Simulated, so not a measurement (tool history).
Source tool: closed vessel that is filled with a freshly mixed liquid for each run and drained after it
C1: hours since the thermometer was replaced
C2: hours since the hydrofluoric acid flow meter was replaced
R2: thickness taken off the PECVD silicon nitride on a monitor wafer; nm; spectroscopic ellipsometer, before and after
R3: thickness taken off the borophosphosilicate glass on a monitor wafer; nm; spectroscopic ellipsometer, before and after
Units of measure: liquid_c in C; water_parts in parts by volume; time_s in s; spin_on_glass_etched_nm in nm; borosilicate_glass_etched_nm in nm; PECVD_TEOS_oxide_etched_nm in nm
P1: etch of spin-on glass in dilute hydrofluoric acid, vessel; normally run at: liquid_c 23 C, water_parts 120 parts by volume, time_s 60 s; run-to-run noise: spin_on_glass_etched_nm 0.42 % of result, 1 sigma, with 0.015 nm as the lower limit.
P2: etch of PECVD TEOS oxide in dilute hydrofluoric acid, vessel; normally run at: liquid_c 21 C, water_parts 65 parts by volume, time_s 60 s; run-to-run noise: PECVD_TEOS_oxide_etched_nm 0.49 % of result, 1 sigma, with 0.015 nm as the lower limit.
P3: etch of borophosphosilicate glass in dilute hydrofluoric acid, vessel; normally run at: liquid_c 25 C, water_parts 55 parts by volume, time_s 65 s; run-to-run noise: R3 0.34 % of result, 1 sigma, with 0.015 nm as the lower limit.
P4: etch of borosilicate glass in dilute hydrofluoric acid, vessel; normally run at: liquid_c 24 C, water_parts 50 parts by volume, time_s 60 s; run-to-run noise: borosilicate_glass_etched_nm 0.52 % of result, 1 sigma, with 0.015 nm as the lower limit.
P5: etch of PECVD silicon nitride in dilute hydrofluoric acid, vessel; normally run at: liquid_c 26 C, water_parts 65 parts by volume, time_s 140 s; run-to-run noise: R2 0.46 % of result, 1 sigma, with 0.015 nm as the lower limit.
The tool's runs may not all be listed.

Run 1, hour 6.7: process P1, liquid_c 23 C, water_parts 120 parts by volume, time_s 60 s; C1 300.7; C2 392. Result: spin_on_glass_etched_nm 15.649 nm.
Run 2, hour 10.5: process P5, liquid_c 26 C, water_parts 90 parts by volume, time_s 140 s; C1 304.5; C2 395.8. Result: R2 3.0689 nm.
Run 3, hour 14.3: process P3, liquid_c 25 C, water_parts 55 parts by volume, time_s 30 s; C1 308.3; C2 399.6. Result: R3 25.506 nm.
Run 4, hour 18.1: process P4, liquid_c 24 C, water_parts 50 parts by volume, time_s 60 s; C1 312.1; C2 403.4. Result: borosilicate_glass_etched_nm 33.863 nm.
Run 5, hour 22.3: process P2, liquid_c 21 C, water_parts 115 parts by volume, time_s 60 s; C1 316.3; C2 407.6. Result: PECVD_TEOS_oxide_etched_nm 7.5359 nm.
Run 6, hour 29.8: process P5, liquid_c 26 C, water_parts 65 parts by volume, time_s 140 s; C1 323.8; C2 415.1. Result: R2 4.2296 nm.
Run 7, hour 35.4: process P1, liquid_c 23 C, water_parts 120 parts by volume, time_s 30 s; C1 329.4; C2 420.7. Result: spin_on_glass_etched_nm 7.9153 nm.
Run 8, hour 42.6: process P3, liquid_c 25 C, water_parts 80 parts by volume, time_s 65 s; C1 336.6; C2 427.9. Result: R3 36.723 nm.
Run 9, hour 49.4: process P1, liquid_c 23 C, water_parts 215 parts by volume, time_s 30 s; C1 343.4; C2 434.7. Result: spin_on_glass_etched_nm 3.9683 nm.
Run 10, hour 55.4: process P1, liquid_c 18 C, water_parts 120 parts by volume, time_s 60 s; C1 349.4; C2 440.7. Result: spin_on_glass_etched_nm 12.81 nm.
Run 11, hour 59.3: process P1, liquid_c 23 C, water_parts 175 parts by volume, time_s 60 s; C1 353.3; C2 444.6. Result: spin_on_glass_etched_nm 10.061 nm.
Run 12, hour 66.6: process P1, liquid_c 23 C, water_parts 120 parts by volume, time_s 60 s; C1 360.6; C2 451.9. Result: spin_on_glass_etched_nm 15.78 nm.
Run 13, hour 72: process P2, liquid_c 21 C, water_parts 65 parts by volume, time_s 60 s; C1 366; C2 457.3. Result: PECVD_TEOS_oxide_etched_nm 14.066 nm.
Run 14, hour 76.6: process P2, liquid_c 21 C, water_parts 65 parts by volume, time_s 35 s; C1 370.6; C2 461.9. Result: PECVD_TEOS_oxide_etched_nm 8.1797 nm.
Run 15, hour 84.2: process P3, liquid_c 25 C, water_parts 55 parts by volume, time_s 65 s; C1 378.2; C2 469.5. Result: R3 55.291 nm.
Run 16, hour 90.5: process P3, liquid_c 25 C, water_parts 55 parts by volume, time_s 65 s; C1 384.5; C2 475.8. Result: R3 55.333 nm.
Run 17, hour 96.4: process P1, liquid_c 27.5 C, water_parts 120 parts by volume, time_s 60 s; C1 390.4; C2 481.7. Result: spin_on_glass_etched_nm 18.704 nm.
Run 18, hour 102.7: process P4, liquid_c 24 C, water_parts 20 parts by volume, time_s 60 s; C1 396.7; C2 488. Result: borosilicate_glass_etched_nm 87.841 nm.
Run 19, hour 107.4: process P5, liquid_c 26 C, water_parts 65 parts by volume, time_s 275 s; C1 401.4; C2 492.7. Result: R2 8.341 nm.
Run 20, hour 111.5: process P1, liquid_c 23 C, water_parts 120 parts by volume, time_s 60 s; C1 405.5; C2 496.8. Result: spin_on_glass_etched_nm 15.658 nm.
Run 21, hour 117.4: process P3, liquid_c 33.5 C, water_parts 55 parts by volume, time_s 65 s; C1 411.4; C2 502.7. Result: R3 77.028 nm.
Run 22, hour 121.9: process P4, liquid_c 24 C, water_parts 50 parts by volume, time_s 60 s; C1 415.9; C2 507.2. Result: borosilicate_glass_etched_nm 33.827 nm.

What will run 23 give?
Run 23, hour 125.8: process P2, liquid_c 29 C, water_parts 65 parts by volume, time_s 60 s; C1 419.8; C2 511.1. Result: PECVD_TEOS_oxide_etched_nm ?.

Run 23 produced PECVD_TEOS_oxide_etched_nm 19.486 nm.
